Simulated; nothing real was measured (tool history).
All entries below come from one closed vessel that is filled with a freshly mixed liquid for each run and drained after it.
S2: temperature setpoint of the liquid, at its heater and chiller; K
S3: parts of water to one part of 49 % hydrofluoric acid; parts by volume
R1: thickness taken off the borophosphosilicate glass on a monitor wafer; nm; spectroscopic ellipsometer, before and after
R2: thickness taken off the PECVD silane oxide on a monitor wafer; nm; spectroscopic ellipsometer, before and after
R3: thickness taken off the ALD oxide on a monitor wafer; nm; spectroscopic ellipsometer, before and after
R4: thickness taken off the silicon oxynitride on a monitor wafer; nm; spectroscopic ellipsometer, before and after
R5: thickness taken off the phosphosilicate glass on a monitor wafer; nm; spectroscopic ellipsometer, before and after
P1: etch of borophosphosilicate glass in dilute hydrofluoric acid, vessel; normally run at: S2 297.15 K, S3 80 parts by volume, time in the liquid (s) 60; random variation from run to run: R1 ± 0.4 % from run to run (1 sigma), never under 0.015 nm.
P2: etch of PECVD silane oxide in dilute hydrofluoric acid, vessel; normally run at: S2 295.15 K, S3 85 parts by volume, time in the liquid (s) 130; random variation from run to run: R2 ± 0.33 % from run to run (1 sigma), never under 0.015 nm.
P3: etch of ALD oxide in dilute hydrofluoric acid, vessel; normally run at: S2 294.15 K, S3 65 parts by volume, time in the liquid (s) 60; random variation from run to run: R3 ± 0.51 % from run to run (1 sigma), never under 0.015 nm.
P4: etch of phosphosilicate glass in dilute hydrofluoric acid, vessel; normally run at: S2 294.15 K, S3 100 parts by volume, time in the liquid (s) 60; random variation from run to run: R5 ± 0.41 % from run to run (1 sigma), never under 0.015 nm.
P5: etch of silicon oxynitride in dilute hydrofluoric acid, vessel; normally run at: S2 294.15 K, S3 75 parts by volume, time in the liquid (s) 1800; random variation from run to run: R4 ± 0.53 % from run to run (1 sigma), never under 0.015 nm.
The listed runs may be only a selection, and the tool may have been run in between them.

Run 1, hour 12.7: process that ran P1, S2 297.15 K, S3 80 parts by volume, time in the liquid (s) 60. Result: R1 26.948 nm.
Run 2, hour 21.8: process that ran P1, S2 297.15 K, S3 140 parts by volume, time in the liquid (s) 60. Result: R1 14.397 nm.
Run 3, hour 29.8: process that ran P1, S2 297.15 K, S3 80 parts by volume, time in the liquid (s) 60. Result: R1 26.812 nm.
Run 4, hour 38.2: process that ran P2, S2 295.15 K, S3 85 parts by volume, time in the liquid (s) 200. Result: R2 50.905 nm.
Run 5, hour 45.5: process that ran P1, S2 297.15 K, S3 80 parts by volume, time in the liquid (s) 60. Result: R1 27.191 nm.
Run 6, hour 54.6: process that ran P1, S2 297.15 K, S3 40 parts by volume, time in the liquid (s) 60. Result: R1 56.942 nm.
Run 7, hour 68.1: process that ran P2, S2 295.15 K, S3 85 parts by volume, time in the liquid (s) 130. Result: R2 32.821 nm.
Run 8, hour 83: process that ran P1, S2 301.65 K, S3 80 parts by volume, time in the liquid (s) 60. Result: R1 32.231 nm.
Run 9, hour 91: process that ran P1, S2 304.65 K, S3 80 parts by volume, time in the liquid (s) 90. Result: R1 54.163 nm.
Run 10, hour 103.9: process that ran P2, S2 302.65 K, S3 85 parts by volume, time in the liquid (s) 130. Result: R2 44.164 nm.
Run 11, hour 112.6: process that ran P3, S2 294.15 K, S3 65 parts by volume, time in the liquid (s) 110. Result: R3 15.804 nm.
Run 12, hour 124: process that ran P1, S2 297.15 K, S3 80 parts by volume, time in the liquid (s) 30. Result: R1 13.457 nm.
Run 13, hour 130.9: process that ran P5, S2 294.15 K, S3 75 parts by volume, time in the liquid (s) 1800. Result: R4 30.141 nm.
Run 14, hour 145: process that ran P1, S2 290.15 K, S3 80 parts by volume, time in the liquid (s) 60. Result: R1 20.254 nm.
Run 15, hour 160: process that ran P3, S2 294.15 K, S3 65 parts by volume, time in the liquid (s) 60. Result: R3 8.6957 nm.
Run 16, hour 172.6: process that ran P3, S2 302.65 K, S3 65 parts by volume, time in the liquid (s) 60. Result: R3 12.107 nm.
Run 17, hour 180.5: process that ran P1, S2 297.15 K, S3 80 parts by volume, time in the liquid (s) 60. Result: R1 27.061 nm.
Run 18, hour 190: process that ran P1, S2 297.15 K, S3 80 parts by volume, time in the liquid (s) 60. Result: R1 26.995 nm.
Run 19, hour 202.1: process that ran P2, S2 295.15 K, S3 85 parts by volume, time in the liquid (s) 130. Result: R2 32.952 nm.
Run 20, hour 214: process that ran P3, S2 294.15 K, S3 65 parts by volume, time in the liquid (s) 60. Result: R3 8.5882 nm.
Run 21, hour 221.1: process that ran P4, S2 300.15 K, S3 100 parts by volume, time in the liquid (s) 60. Result: R5 40.572 nm.
Run 22, hour 231.3: process that ran P5, S2 294.15 K, S3 75 parts by volume, time in the liquid (s) 3305. Result: R4 54.737 nm.
Run 23, hour 243.4: process that ran P1, S2 297.15 K, S3 80 parts by volume, time in the liquid (s) 115. Result: R1 51.795 nm.
At hour 250.6: thermometer replaced.
Run 24, hour 257.2: process that ran P3, S2 294.15 K, S3 115 parts by volume, time in the liquid (s) 60. Result: R3 4.5562 nm.
Run 25, hour 265: process that ran P1, S2 297.15 K, S3 40 parts by volume, time in the liquid (s) 35. Result: R1 33.223 nm.
Run 26, hour 276.7: process that ran P4, S2 294.15 K, S3 100 parts by volume, time in the liquid (s) 60. Result: R5 31.855 nm.
Run 27, hour 285.2: process that ran P5, S2 300.15 K, S3 75 parts by volume, time in the liquid (s) 1800. Result: R4 40.163 nm.
Run 28, hour 299.2: process that ran P4, S2 294.15 K, S3 100 parts by volume, time in the liquid (s) 115. Result: R5 61.32 nm.
At hour 301.6: hydrofluoric acid flow meter replaced.
Run 29, hour 314.1: process that ran P2, S2 295.15 K, S3 25 parts by volume, time in the liquid (s) 130. Result: R2 121.25 nm.
Run 30, hour 327.8: process that ran P4, S2 294.15 K, S3 60 parts by volume, time in the liquid (s) 60. Result: R5 55.818 nm.
Run 31, hour 334.5: process that ran P5, S2 294.15 K, S3 25 parts by volume, time in the liquid (s) 1800. Result: R4 93.326 nm.
Run 32, hour 341.4: process that ran P1, S2 297.15 K, S3 80 parts by volume, time in the liquid (s) 60. Result: R1 27.121 nm.
Run 33, hour 356.3: process that ran P1, S2 297.15 K, S3 80 parts by volume, time in the liquid (s) 60. Result: R1 27.105 nm.
Run 34, hour 366.1: process that ran P1, S2 297.15 K, S3 80 parts by volume, time in the liquid (s) 60. Result: R1 26.921 nm.
Run 35, hour 380.2: process that ran P1, S2 297.15 K, S3 80 parts by volume, time in the liquid (s) 60. Result: R1 25.805 nm.
Run 36, hour 394.8: process that ran P1, S2 297.15 K, S3 80 parts by volume, time in the liquid (s) 60. Result: R1 25.279 nm.
Run 37, hour 401.5: process that ran P1, S2 297.15 K, S3 80 parts by volume, time in the liquid (s) 60. Result: R1 25.037 nm.
Run 38, hour 408.9: process that ran P1, S2 297.15 K, S3 80 parts by volume, time in the liquid (s) 60. Result: R1 25.014 nm.
Run 39, hour 421.4: process that ran P1, S2 297.15 K, S3 80 parts by volume, time in the liquid (s) 60. Result: R1 24.863 nm.
Run 40, hour 431.9: process that ran P1, S2 297.15 K, S3 80 parts by volume, time in the liquid (s) 60. Result: R1 24.581 nm.
Run 41, hour 441.4: process that ran P1, S2 297.15 K, S3 80 parts by volume, time in the liquid (s) 60. Result: R1 24.592 nm.
Run 42, hour 453.8: process that ran P1, S2 297.15 K, S3 80 parts by volume, time in the liquid (s) 60. Result: R1 24.774 nm.

The output of P1 has drifted from where it used to be. Each of the 2 causes below, taken at the size shown beside it, accounts for the log equally well:
A: hydrofluoric acid flow below the setpoint (%) = 8.03
B: liquid colder than its thermometer reads (K) = 2.28
The gradual shift began around hour 366.1.

Of the 4 check runs below, each run on 2 wafers with the results averaged and each result still a question mark, which one would tell the listed causes apart?
Run check 1, hour 466.2: process that ran P2, S2 302.65 K, S3 25 parts by volume, time in the liquid (s) 130. Result: R2 ?.
Run check 2, hour 466.2: process that ran P3, S2 302.15 K, S3 100 parts by volume, time in the liquid (s) 60. Result: R3 ?.
Run check 3, hour 466.2: process that ran P5, S2 294.15 K, S3 35 parts by volume, time in the liquid (s) 1800. Result: R4 ?.
Run check 4, hour 466.2: process that ran P4, S2 297.65 K, S3 100 parts by volume, time in the liquid (s) 95. Result: R5 ?.

Expected result of each check under each candidate cause:
  check  result    if A    if B
check 1      R2  151.19  150.31
check 2      R3  6.7089   6.766
check 3      R4  60.787  58.981
check 4      R5  52.813  53.005
Separation of the two closest causes in each check, using whichever result separates them best: check 1 0.58 %; check 2 0.85 %; check 3 3.02 %; check 4 0.36 %
Of the check runs offered, only check 3 discriminates between the causes; the rest would read about the same regardless of which cause applies.

Check 3 has now been run. It gave: R4 60.88 nm. Which of the candidate causes is it?

It is A: hydrofluoric acid flow below the setpoint (%).
